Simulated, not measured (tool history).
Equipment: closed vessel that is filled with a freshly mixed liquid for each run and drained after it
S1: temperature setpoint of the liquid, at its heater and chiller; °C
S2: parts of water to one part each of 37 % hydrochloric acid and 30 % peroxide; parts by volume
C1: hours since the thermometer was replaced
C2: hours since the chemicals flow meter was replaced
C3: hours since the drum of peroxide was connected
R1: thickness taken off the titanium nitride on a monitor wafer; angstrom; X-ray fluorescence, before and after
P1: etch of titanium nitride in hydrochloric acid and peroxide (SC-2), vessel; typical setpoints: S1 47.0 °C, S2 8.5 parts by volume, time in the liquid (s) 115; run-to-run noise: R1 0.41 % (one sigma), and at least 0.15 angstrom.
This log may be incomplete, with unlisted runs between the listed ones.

{"run": 1, "hour": 16.2, "S1": 47.0, "S2": 8.5, "time in the liquid (s)": 115, "C1": 674.8, "C2": 430.4, "C3": 497.9, "R1": 50.39}
{"run": 2, "hour": 32.1, "S1": 47.0, "S2": 8.5, "time in the liquid (s)": 185, "C1": 690.7, "C2": 446.3, "C3": 513.8, "R1": 81.524}
{"run": 3, "hour": 41.3, "S1": 47.0, "S2": 8.5, "time in the liquid (s)": 30, "C1": 699.9, "C2": 455.5, "C3": 523.0, "R1": 13.186}
{"run": 4, "hour": 51.0, "S1": 47.0, "S2": 8.5, "time in the liquid (s)": 115, "C1": 709.6, "C2": 465.2, "C3": 532.7, "R1": 50.064}
{"run": 5, "hour": 59.8, "S1": 47.0, "S2": 8.5, "time in the liquid (s)": 115, "C1": 718.4, "C2": 474.0, "C3": 541.5, "R1": 50.183}
{"run": 6, "hour": 71.0, "S1": 47.0, "S2": 8.5, "time in the liquid (s)": 115, "C1": 729.6, "C2": 485.2, "C3": 552.7, "R1": 50.522}
{"run": 7, "hour": 83.5, "S1": 47.0, "S2": 15.0, "time in the liquid (s)": 115, "C1": 742.1, "C2": 497.7, "C3": 565.2, "R1": 31.213}
{"run": 8, "hour": 92.4, "S1": 60.5, "S2": 8.5, "time in the liquid (s)": 40, "C1": 751.0, "C2": 506.6, "C3": 574.1, "R1": 42.2}
{"run": 9, "hour": 101.5, "S1": 47.0, "S2": 4.0, "time in the liquid (s)": 115, "C1": 760.1, "C2": 515.7, "C3": 583.2, "R1": 88.147}
{"run": 10, "hour": 116.6, "S1": 47.0, "S2": 8.5, "time in the liquid (s)": 115, "C1": 775.2, "C2": 530.8, "C3": 598.3, "R1": 50.264}
{"run": 11, "hour": 132.6, "S1": 55.5, "S2": 8.5, "time in the liquid (s)": 115, "C1": 791.2, "C2": 546.8, "C3": 614.3, "R1": 89.019}
{"run": 12, "hour": 141.5, "S1": 47.0, "S2": 8.5, "time in the liquid (s)": 115, "C1": 800.1, "C2": 555.7, "C3": 623.2, "R1": 50.191}
{"run": 13, "hour": 150.1, "S1": 47.0, "S2": 8.5, "time in the liquid (s)": 115, "C1": 808.7, "C2": 564.3, "C3": 631.8, "R1": 49.931}
{"run": 14, "hour": 166.3, "S1": 35.0, "S2": 8.5, "time in the liquid (s)": 115, "C1": 824.9, "C2": 580.5, "C3": 648.0, "R1": 21.73}
{"run": 15, "hour": 184.1, "S1": 47.0, "S2": 8.5, "time in the liquid (s)": 115, "C1": 842.7, "C2": 598.3, "C3": 665.8, "R1": 50.28}
{"run": 16, "hour": 199.0, "S1": 47.0, "S2": 8.5, "time in the liquid (s)": 115, "C1": 857.6, "C2": 613.2, "C3": 680.7, "R1": 51.527}
{"run": 17, "hour": 211.0, "S1": 47.0, "S2": 8.5, "time in the liquid (s)": 115, "C1": 869.6, "C2": 625.2, "C3": 692.7, "R1": 52.546}
{"run": 18, "hour": 219.5, "S1": 47.0, "S2": 8.5, "time in the liquid (s)": 115, "C1": 878.1, "C2": 633.7, "C3": 701.2, "R1": 53.363}
{"run": 19, "hour": 231.5, "S1": 47.0, "S2": 8.5, "time in the liquid (s)": 115, "C1": 890.1, "C2": 645.7, "C3": 713.2, "R1": 53.758}
{"run": 20, "hour": 247.5, "S1": 47.0, "S2": 8.5, "time in the liquid (s)": 115, "C1": 906.1, "C2": 661.7, "C3": 729.2, "R1": 54.528}
{"run": 21, "hour": 265.0, "S1": 47.0, "S2": 8.5, "time in the liquid (s)": 115, "C1": 923.6, "C2": 679.2, "C3": 746.7, "R1": 54.536}
{"run": 22, "hour": 277.5, "S1": 47.0, "S2": 8.5, "time in the liquid (s)": 115, "C1": 936.1, "C2": 691.7, "C3": 759.2, "R1": 54.708}
{"run": 23, "hour": 291.5, "S1": 47.0, "S2": 8.5, "time in the liquid (s)": 115, "C1": 950.1, "C2": 705.7, "C3": 773.2, "R1": 55.138}
{"run": 24, "hour": 302.1, "S1": 47.0, "S2": 8.5, "time in the liquid (s)": 115, "C1": 960.7, "C2": 716.3, "C3": 783.8, "R1": 54.596}
{"run": 25, "hour": 316.6, "S1": 47.0, "S2": 8.5, "time in the liquid (s)": 115, "C1": 975.2, "C2": 730.8, "C3": 798.3, "R1": 55.028}

For run 26, what comes out?
{"run": 26, "hour": 326.5, "S1": 47.0, "S2": 8.5, "time in the liquid (s)": 115, "C1": 985.1, "C2": 740.7, "C3": 808.2, "R1": "?"}

R1: 54.958 angstrom
